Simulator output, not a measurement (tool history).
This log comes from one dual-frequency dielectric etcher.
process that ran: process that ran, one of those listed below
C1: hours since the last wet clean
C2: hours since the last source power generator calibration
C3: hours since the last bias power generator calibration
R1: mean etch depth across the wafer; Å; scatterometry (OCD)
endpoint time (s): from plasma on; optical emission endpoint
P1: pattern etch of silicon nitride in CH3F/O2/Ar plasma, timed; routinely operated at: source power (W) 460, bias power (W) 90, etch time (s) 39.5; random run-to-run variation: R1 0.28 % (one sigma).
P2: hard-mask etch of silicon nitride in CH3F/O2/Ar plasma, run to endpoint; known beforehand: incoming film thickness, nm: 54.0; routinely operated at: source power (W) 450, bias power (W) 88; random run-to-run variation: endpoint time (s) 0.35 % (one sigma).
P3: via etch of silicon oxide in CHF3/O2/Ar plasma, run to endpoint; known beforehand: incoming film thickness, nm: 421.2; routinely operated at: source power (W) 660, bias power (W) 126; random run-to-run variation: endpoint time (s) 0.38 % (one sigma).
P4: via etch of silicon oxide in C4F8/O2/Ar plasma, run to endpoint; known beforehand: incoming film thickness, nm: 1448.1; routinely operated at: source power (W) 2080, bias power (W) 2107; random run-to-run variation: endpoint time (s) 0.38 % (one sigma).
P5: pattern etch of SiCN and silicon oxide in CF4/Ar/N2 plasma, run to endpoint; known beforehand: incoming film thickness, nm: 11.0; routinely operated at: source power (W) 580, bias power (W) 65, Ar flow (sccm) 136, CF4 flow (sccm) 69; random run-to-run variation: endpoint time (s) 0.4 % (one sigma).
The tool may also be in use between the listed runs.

Run 1, day 0.371: process that ran P1, source power (W) 460, bias power (W) 90, etch time (s) 39.5; C1 125.8; C2 1379.0; C3 913.2. Result: R1 325.31 Å.
Run 2, day 0.721: process that ran P5, source power (W) 580, bias power (W) 65, Ar flow (sccm) 136, CF4 flow (sccm) 69; C1 134.2; C2 1387.4; C3 921.6. Result: endpoint time (s) 11.4480.
Run 3, day 1.221: process that ran P3, source power (W) 660, bias power (W) 126; C1 146.2; C2 1399.4; C3 933.6. Result: endpoint time (s) 226.9100.
Run 4, day 1.596: process that ran P2, source power (W) 450, bias power (W) 62; C1 155.2; C2 1408.4; C3 942.6. Result: endpoint time (s) 78.5220.
Run 5, day 2.104: process that ran P2, source power (W) 450, bias power (W) 88; C1 167.4; C2 1420.6; C3 954.8. Result: endpoint time (s) 69.5050.
Run 6, day 2.362: process that ran P1, source power (W) 260, bias power (W) 90, etch time (s) 39.5; C1 173.6; C2 1426.8; C3 961.0. Result: R1 262.73 Å.
Run 7, day 2.654: process that ran P1, source power (W) 460, bias power (W) 90, etch time (s) 39.5; C1 180.6; C2 1433.8; C3 968.0. Result: R1 323.88 Å.
Run 8, day 3.221: process that ran P4, source power (W) 1230, bias power (W) 2107; C1 194.2; C2 1447.4; C3 981.6. Result: endpoint time (s) 331.3800.
Run 9, day 3.500: process that ran P1, source power (W) 460, bias power (W) 59, etch time (s) 22.5; C1 200.9; C2 1454.1; C3 988.3. Result: R1 160.54 Å.
Run 10, day 3.946: process that ran P5, source power (W) 580, bias power (W) 65, Ar flow (sccm) 136, CF4 flow (sccm) 98; C1 211.6; C2 1464.8; C3 999.0. Result: endpoint time (s) 10.7940.
Run 11, day 4.492: process that ran P5, source power (W) 580, bias power (W) 82, Ar flow (sccm) 136, CF4 flow (sccm) 69; C1 224.7; C2 1477.9; C3 1012.1. Result: endpoint time (s) 10.5590.
Run 12, day 4.742: process that ran P1, source power (W) 460, bias power (W) 90, etch time (s) 39.5; C1 230.7; C2 1483.9; C3 1018.1. Result: R1 325.25 Å.
Run 13, day 5.233: process that ran P5, source power (W) 720, bias power (W) 65, Ar flow (sccm) 136, CF4 flow (sccm) 69; C1 242.5; C2 1495.7; C3 1029.9. Result: endpoint time (s) 9.4105.
Run 14, day 5.650: process that ran P5, source power (W) 580, bias power (W) 65, Ar flow (sccm) 79, CF4 flow (sccm) 69; C1 252.5; C2 1505.7; C3 1039.9. Result: endpoint time (s) 10.4140.
Run 15, day 6.125: process that ran P1, source power (W) 460, bias power (W) 90, etch time (s) 26.0; C1 263.9; C2 1517.1; C3 1051.3. Result: R1 212.68 Å.
Run 16, day 6.488: process that ran P1, source power (W) 460, bias power (W) 55, etch time (s) 39.5; C1 272.6; C2 1525.8; C3 1060.0. Result: R1 275.93 Å.
Run 17, day 6.821: process that ran P2, source power (W) 300, bias power (W) 88; C1 280.6; C2 1533.8; C3 1068.0. Result: endpoint time (s) 80.8810.
Run 18, day 7.150: process that ran P4, source power (W) 2080, bias power (W) 1598; C1 288.5; C2 1541.7; C3 1075.9. Result: endpoint time (s) 291.8600.
Run 19, day 7.542: process that ran P1, source power (W) 460, bias power (W) 76, etch time (s) 51.5; C1 297.9; C2 1551.1; C3 1085.3. Result: R1 401.66 Å.
Run 20, day 8.096: process that ran P1, source power (W) 460, bias power (W) 90, etch time (s) 39.5; C1 311.2; C2 1564.4; C3 1098.6. Result: R1 325.97 Å.
Run 21, day 8.404: process that ran P4, source power (W) 2080, bias power (W) 2107; C1 318.6; C2 1571.8; C3 1106.0. Result: endpoint time (s) 268.5900.

Run 22 comes next. What will it give?
Run 22, day 8.917: process that ran P1, source power (W) 560, bias power (W) 90, etch time (s) 39.5; C1 330.9; C2 1584.1; C3 1118.3. Result: R1 ?.

Run 22 measured R1 348.53 Å.
